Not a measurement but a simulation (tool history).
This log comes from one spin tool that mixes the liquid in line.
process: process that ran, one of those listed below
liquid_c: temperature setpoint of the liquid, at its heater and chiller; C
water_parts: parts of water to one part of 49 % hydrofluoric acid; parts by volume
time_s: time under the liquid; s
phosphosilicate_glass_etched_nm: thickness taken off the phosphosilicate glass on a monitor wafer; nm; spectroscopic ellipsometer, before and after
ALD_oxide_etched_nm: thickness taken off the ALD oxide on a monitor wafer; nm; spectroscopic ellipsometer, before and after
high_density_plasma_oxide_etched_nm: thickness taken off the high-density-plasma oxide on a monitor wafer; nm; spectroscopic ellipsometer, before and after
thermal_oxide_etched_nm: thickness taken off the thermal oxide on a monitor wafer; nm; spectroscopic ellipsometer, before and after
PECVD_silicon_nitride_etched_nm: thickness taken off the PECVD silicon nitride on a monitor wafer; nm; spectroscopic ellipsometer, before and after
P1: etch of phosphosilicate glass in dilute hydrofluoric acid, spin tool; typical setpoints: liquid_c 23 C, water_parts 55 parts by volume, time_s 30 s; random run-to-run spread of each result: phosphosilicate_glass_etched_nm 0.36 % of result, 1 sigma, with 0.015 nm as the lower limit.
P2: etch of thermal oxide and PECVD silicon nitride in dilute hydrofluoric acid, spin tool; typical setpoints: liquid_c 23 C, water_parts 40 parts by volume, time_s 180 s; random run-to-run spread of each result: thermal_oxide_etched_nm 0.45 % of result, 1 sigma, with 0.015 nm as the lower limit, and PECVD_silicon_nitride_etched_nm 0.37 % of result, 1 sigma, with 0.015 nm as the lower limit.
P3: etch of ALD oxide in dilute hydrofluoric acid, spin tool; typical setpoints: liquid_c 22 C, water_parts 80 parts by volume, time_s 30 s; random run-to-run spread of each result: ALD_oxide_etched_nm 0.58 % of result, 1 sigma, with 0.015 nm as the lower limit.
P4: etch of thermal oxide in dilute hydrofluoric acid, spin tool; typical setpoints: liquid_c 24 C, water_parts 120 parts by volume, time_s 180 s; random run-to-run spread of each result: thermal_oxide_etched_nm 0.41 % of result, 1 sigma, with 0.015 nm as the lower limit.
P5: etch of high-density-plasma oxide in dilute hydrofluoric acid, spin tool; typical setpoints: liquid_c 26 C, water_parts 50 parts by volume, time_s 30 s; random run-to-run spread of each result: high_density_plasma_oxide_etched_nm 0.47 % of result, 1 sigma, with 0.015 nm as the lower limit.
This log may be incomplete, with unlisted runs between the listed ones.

run,hour,process,liquid_c,water_parts,time_s,hours since the thermometer was replaced,hours since the hydrofluoric acid flow meter was replaced,phosphosilicate_glass_etched_nm,ALD_oxide_etched_nm,high_density_plasma_oxide_etched_nm,thermal_oxide_etched_nm,PECVD_silicon_nitride_etched_nm
1,6.7,P1,23,55,30,1776.6,326.1,42.934,,,,
2,12.1,P3,22,80,15,1782,331.5,,2.9605,,,
3,16.8,P1,30.5,55,30,1786.7,336.2,58.111,,,,
4,22.7,P1,17,55,30,1792.6,342.1,33.754,,,,
5,29,P5,26,50,30,1798.9,348.4,,,6.5808,,
6,35.5,P2,23,20,180,1805.4,354.9,,,,45.597,13.523
7,41,P1,30.5,55,60,1810.9,360.4,116.55,,,,
8,47.6,P3,22,80,30,1817.5,367,,5.9145,,,
9,54.4,P4,24,120,300,1824.3,373.8,,,,12.253,
10,60.1,P5,26,50,45,1830,379.5,,,9.861,,
11,64.8,P5,20,50,30,1834.7,384.2,,,5.1366,,
12,71.2,P4,24,170,180,1841.1,390.6,,,,4.921,
13,76.9,P2,23,40,180,1846.8,396.3,,,,22.244,6.8845
14,82.1,P1,23,55,30,1852,401.5,43.2,,,,
15,86.7,P4,28,120,180,1856.6,406.1,,,,8.5887,
16,90.8,P1,23,80,15,1860.7,410.2,14.436,,,,
17,96.1,P3,22,80,30,1866,415.5,,5.8516,,,
18,101.8,P1,23,20,30,1871.7,421.2,123.46,,,,
19,106.3,P3,17,80,30,1876.2,425.7,,4.7504,,,
20,109.6,P1,23,90,30,1879.5,429,25.174,,,,
21,114.5,P4,24,120,180,1884.4,433.9,,,,7.3312,
22,121.6,P5,26,50,30,1891.5,441,,,6.5748,,
23,128.2,P1,23,55,30,1898.1,447.6,43.268,,,,
24,133.4,P2,17,40,180,1903.3,452.8,,,,17.234,4.5276
25,138.3,P5,26,30,30,1908.2,457.7,,,11.241,,
26,141.7,P3,22,25,30,1911.6,461.1,,20.179,,,
27,147.6,P1,23,55,15,1917.5,467,21.603,,,,
28,153.3,P1,23,55,30,1923.2,472.7,43.171,,,,
29,159.4,P1,27.5,55,15,1929.3,478.8,26.028,,,,
30,164.2,P2,23,40,345,1934.1,483.6,,,,42.481,13.244
31,170.7,P1,23,55,50,1940.6,490.1,72.008,,,,
32,176.6,P4,24,120,180,1946.5,496,,,,7.3472,
33,182.3,P1,23,55,30,1952.2,501.7,43.241,,,,
34,188.8,P1,23,55,30,1958.7,508.2,41.201,,,,
35,194.7,P1,23,55,30,1964.6,514.1,39.99,,,,
36,201.8,P1,23,55,30,1971.7,521.2,39.874,,,,
37,208.9,P1,23,55,30,1978.8,528.3,39.453,,,,
38,213.3,P1,23,55,30,1983.2,532.7,39.165,,,,
39,216.5,P1,23,55,30,1986.4,535.9,39.376,,,,
40,220.7,P1,23,55,30,1990.6,540.1,39.199,,,,

Something has made what P1 gives creep away from where it was; the 2 causes below, each at its own stated size, fit the log equally well:
A: hydrofluoric acid flow below the setpoint (%) = 8.48
B: liquid colder than its thermometer reads (K) = 2.29
The drift started at roughly hour 182.3.

4 check runs are offered, one wafer each, their results left as question marks. Which one tells the causes apart?
check 1,224.9,P4,24,120,180,,,,,,?,
check 2,224.9,P2,23,40,180,,,,,,?,?
check 3,224.9,P5,26,50,30,,,,,?,,
check 4,224.9,P3,22,80,30,,,,?,,,

Check results expected under each cause:
check,result,if A,if B
check 1,thermal_oxide_etched_nm,6.6574,6.7335
check 2,thermal_oxide_etched_nm,20.29,20.228
check 2,PECVD_silicon_nitride_etched_nm,6.322,5.887
check 3,high_density_plasma_oxide_etched_nm,5.9761,5.9844
check 4,ALD_oxide_etched_nm,5.3437,5.3591
Smallest distance between any two causes, each pair judged by its most separating result, in per cent: check 1 1.14 %; check 2 7.13 %; check 3 0.14 %; check 4 0.29 %
Check 2 tells the causes apart: in the others they would give nearly the same result.

Running check 2 produced the following: thermal_oxide_etched_nm 20.084 nm; PECVD_silicon_nitride_etched_nm 6.3067 nm. Which one of the listed causes fits?

Of the candidate causes, it is A: hydrofluoric acid flow below the setpoint (%).

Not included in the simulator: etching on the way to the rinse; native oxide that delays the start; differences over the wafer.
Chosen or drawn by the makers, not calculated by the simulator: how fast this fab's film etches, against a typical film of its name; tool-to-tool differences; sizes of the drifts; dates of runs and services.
